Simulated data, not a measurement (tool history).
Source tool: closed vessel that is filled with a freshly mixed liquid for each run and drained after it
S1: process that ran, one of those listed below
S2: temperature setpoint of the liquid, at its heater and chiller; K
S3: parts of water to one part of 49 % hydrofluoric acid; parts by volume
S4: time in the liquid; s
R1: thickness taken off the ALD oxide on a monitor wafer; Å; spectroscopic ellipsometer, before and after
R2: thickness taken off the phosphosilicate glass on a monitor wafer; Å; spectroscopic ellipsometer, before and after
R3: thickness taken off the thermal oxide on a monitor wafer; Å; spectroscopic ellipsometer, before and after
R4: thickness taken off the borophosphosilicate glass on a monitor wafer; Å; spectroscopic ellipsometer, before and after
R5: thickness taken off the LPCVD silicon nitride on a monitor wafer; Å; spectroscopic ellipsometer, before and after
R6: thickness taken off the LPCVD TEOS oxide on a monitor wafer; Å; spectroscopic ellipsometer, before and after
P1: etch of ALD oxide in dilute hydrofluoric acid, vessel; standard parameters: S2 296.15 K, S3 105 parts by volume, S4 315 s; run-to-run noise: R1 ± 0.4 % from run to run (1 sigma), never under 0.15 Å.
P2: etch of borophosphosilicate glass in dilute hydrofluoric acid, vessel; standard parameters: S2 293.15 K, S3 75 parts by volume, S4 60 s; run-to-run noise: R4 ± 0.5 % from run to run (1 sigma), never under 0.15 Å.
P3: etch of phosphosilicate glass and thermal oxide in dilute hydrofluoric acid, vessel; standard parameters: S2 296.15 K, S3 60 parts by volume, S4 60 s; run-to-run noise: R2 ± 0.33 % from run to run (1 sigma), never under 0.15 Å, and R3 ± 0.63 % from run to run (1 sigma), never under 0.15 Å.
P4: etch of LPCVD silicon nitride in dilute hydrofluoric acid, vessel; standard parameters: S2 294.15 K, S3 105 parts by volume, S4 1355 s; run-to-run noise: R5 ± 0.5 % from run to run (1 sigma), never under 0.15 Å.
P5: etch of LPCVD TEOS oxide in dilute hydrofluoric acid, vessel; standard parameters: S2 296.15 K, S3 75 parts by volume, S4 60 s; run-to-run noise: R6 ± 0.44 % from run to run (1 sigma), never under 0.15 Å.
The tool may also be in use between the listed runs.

run 1 hour=4.4 | S1=P1 S2=296.15 S3=105 S4=315 | R1=423.84
run 2 hour=7.6 | S1=P1 S2=290.15 S3=105 S4=455 | R1=479.83
run 3 hour=12.0 | S1=P1 S2=296.15 S3=105 S4=515 | R1=687.29
run 4 hour=15.8 | S1=P1 S2=304.15 S3=105 S4=315 | R1=574.93
run 5 hour=20.3 | S1=P1 S2=296.15 S3=170 S4=315 | R1=241.82
run 6 hour=24.3 | S1=P3 S2=296.15 S3=60 S4=60 | R2=1072.50 R3=49.388
run 7 hour=28.2 | S1=P1 S2=296.15 S3=105 S4=315 | R1=427.55
run 8 hour=33.2 | S1=P1 S2=296.15 S3=105 S4=165 | R1=220.56
run 9 hour=38.3 | S1=P3 S2=296.15 S3=105 S4=60 | R2=579.43 R3=26.283
run 10 hour=40.9 | S1=P1 S2=296.15 S3=105 S4=315 | R1=421.14
run 11 hour=46.1 | S1=P1 S2=296.15 S3=55 S4=315 | R1=858.10
run 12 hour=50.6 | S1=P2 S2=293.15 S3=75 S4=110 | R4=455.82
run 13 hour=55.3 | S1=P2 S2=299.15 S3=75 S4=60 | R4=318.08
run 14 hour=58.8 | S1=P4 S2=302.65 S3=105 S4=1355 | R5=90.932
run 15 hour=61.5 | S1=P4 S2=294.15 S3=105 S4=420 | R5=16.203
run 16 hour=63.8 | S1=P4 S2=294.15 S3=105 S4=1355 | R5=52.707
run 17 hour=68.7 | S1=P3 S2=291.65 S3=60 S4=60 | R2=882.98 R3=40.943
run 18 hour=71.4 | S1=P2 S2=293.15 S3=135 S4=60 | R4=128.85
run 19 hour=76.5 | S1=P5 S2=296.15 S3=75 S4=60 | R6=241.87
run 20 hour=79.1 | S1=P5 S2=296.15 S3=20 S4=60 | R6=966.50
run 21 hour=81.6 | S1=P1 S2=296.15 S3=105 S4=315 | R1=422.37
run 22 hour=85.1 | S1=P1 S2=296.15 S3=105 S4=315 | R1=423.52
run 23 hour=88.5 | S1=P2 S2=293.15 S3=75 S4=60 | R4=250.09
run 24 hour=91.5 | S1=P5 S2=296.15 S3=75 S4=30 | R6=119.99
run 25 hour=96.6 | S1=P5 S2=304.15 S3=75 S4=60 | R6=329.65
run 26 hour=101.6 | S1=P1 S2=296.15 S3=105 S4=315 | R1=423.55
run 27 hour=104.3 | S1=P4 S2=294.15 S3=40 S4=1355 | R5=134.910
run 28 hour=107.9 | S1=P3 S2=296.15 S3=60 S4=60 | R2=1075.80 R3=49.996
run 29 hour=112.2 | S1=P1 S2=290.65 S3=105 S4=315 | R1=337.36
run 30 hour=116.0 | S1=P5 S2=296.15 S3=75 S4=60 | R6=241.00
run 31 hour=120.2 | S1=P4 S2=294.15 S3=105 S4=1355 | R5=52.516
run 32 hour=122.5 | S1=P3 S2=296.15 S3=60 S4=110 | R2=1963.60 R3=89.745
run 33 hour=127.2 | S1=P1 S2=296.15 S3=105 S4=315 | R1=419.83
run 34 hour=129.6 | S1=P1 S2=296.15 S3=105 S4=315 | R1=434.67
run 35 hour=133.6 | S1=P1 S2=296.15 S3=105 S4=315 | R1=445.76
run 36 hour=137.6 | S1=P1 S2=296.15 S3=105 S4=315 | R1=454.22
run 37 hour=141.5 | S1=P1 S2=296.15 S3=105 S4=315 | R1=453.49
run 38 hour=144.1 | S1=P1 S2=296.15 S3=105 S4=315 | R1=449.49
run 39 hour=146.6 | S1=P1 S2=296.15 S3=105 S4=315 | R1=453.72

Compared with where it was, what P1 gives has crept away. Each cause listed below fits the log as well as the rest, at the size given for it:
A: hydrofluoric acid flow above the setpoint (%) = 6.5
B: liquid hotter than its thermometer reads (K) = 1.79
At approximately hour 127.2, the process output began to creep.

Question marks stand in for the results of the 4 check runs listed below, each run on one wafer. Under which run would the listed causes show clearly different results?
run check 1 hour=149.1 | S1=P2 S2=293.15 S3=75 S4=60 | R4=?
run check 2 hour=149.1 | S1=P4 S2=294.15 S3=105 S4=1355 | R5=?
run check 3 hour=149.1 | S1=P5 S2=296.15 S3=75 S4=60 | R6=?
run check 4 hour=149.1 | S1=P3 S2=296.15 S3=60 S4=60 | R2=? R3=?

If the cause were each of the candidates in turn, the checks would give the following:
check=check_1 result=R4 if_A=266.59 if_B=268.15
check=check_2 result=R5 if_A=55.952 if_B=59.299
check=check_3 result=R6 if_A=258.22 if_B=259.14
check=check_4 result=R2 if_A=1147.00 if_B=1153.40
check=check_4 result=R3 if_A=52.679 if_B=52.971
Per-check spread between the two closest causes, in the result where they differ most: check 1 0.58 %; check 2 5.81 %; check 3 0.36 %; check 4 0.55 %
Only check 2 tells the causes apart: in the others they would give nearly the same result.

Check 2 was carried out, with these results: R5 56.175 Å. Which of the listed causes is responsible?

Of the candidate causes, it is A: hydrofluoric acid flow above the setpoint (%).
